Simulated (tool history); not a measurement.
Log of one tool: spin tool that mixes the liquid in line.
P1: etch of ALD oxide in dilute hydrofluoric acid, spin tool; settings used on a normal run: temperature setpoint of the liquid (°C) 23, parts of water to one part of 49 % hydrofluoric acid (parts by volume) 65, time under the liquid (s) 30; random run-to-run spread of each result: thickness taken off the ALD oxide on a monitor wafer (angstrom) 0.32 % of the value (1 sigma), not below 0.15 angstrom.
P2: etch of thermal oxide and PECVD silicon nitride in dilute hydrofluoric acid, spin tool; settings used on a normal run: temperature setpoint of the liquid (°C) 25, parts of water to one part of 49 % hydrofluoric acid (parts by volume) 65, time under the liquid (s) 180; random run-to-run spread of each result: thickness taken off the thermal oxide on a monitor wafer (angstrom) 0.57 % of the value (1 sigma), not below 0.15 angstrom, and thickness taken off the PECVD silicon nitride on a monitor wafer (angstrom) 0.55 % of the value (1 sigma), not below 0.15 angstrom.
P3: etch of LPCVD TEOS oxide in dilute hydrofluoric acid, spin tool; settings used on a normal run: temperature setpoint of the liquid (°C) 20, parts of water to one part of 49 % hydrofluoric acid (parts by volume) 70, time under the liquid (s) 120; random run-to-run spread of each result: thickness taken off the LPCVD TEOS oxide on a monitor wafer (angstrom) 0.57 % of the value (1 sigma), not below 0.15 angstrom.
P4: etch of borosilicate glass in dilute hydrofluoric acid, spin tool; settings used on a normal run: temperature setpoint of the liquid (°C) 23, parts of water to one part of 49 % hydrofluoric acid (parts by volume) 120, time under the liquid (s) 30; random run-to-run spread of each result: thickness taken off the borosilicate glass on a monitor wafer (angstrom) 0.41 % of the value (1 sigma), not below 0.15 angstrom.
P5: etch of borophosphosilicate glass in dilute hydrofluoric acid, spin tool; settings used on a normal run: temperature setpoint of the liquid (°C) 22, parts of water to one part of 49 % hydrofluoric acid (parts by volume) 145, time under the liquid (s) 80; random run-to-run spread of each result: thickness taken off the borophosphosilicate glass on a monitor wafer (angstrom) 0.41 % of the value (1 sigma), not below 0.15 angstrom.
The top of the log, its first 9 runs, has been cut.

run	hour	process that ran	temperature setpoint of the liquid (°C)	parts of water to one part of 49 % hydrofluoric acid (parts by volume)	time under the liquid (s)	hours since the thermometer was replaced	hours since the hydrofluoric acid flow meter was replaced	thickness taken off the ALD oxide on a monitor wafer (angstrom)	thickness taken off the thermal oxide on a monitor wafer (angstrom)	thickness taken off the PECVD silicon nitride on a monitor wafer (angstrom)	thickness taken off the LPCVD TEOS oxide on a monitor wafer (angstrom)	thickness taken off the borophosphosilicate glass on a monitor wafer (angstrom)	thickness taken off the borosilicate glass on a monitor wafer (angstrom)
10	54.2	P2	25	65	180	654.7	725.9		137.54	50.016			
11	58.2	P1	23	90	30	658.7	729.9	73.444					
12	64.5	P1	23	65	30	665	736.2	103.56					
13	70.5	P4	23	120	15	671	742.2						37.404
14	74.4	P4	23	120	30	674.9	746.1						75.09
15	81	P5	22	145	80	681.5	752.7					187.7	
16	88.8	P2	25	100	180	689.3	760.5		85.678	32.599			
17	93.8	P5	22	145	115	694.3	765.5					268.82	
18	98.4	P3	20	70	120	698.9	770.1				279.54		
19	103.8	P2	25	65	340	704.3	775.5		260.4	95.964			
20	111.6	P4	17	120	30	712.1	783.3						58.751
21	116.5	P1	23	65	15	717	788.2	52.136					

Forecast run 22:
22	124.1	P5	22	250	80	724.6	795.8					?	

For run 22 the tool returned thickness taken off the borophosphosilicate glass on a monitor wafer (angstrom) 97.478.
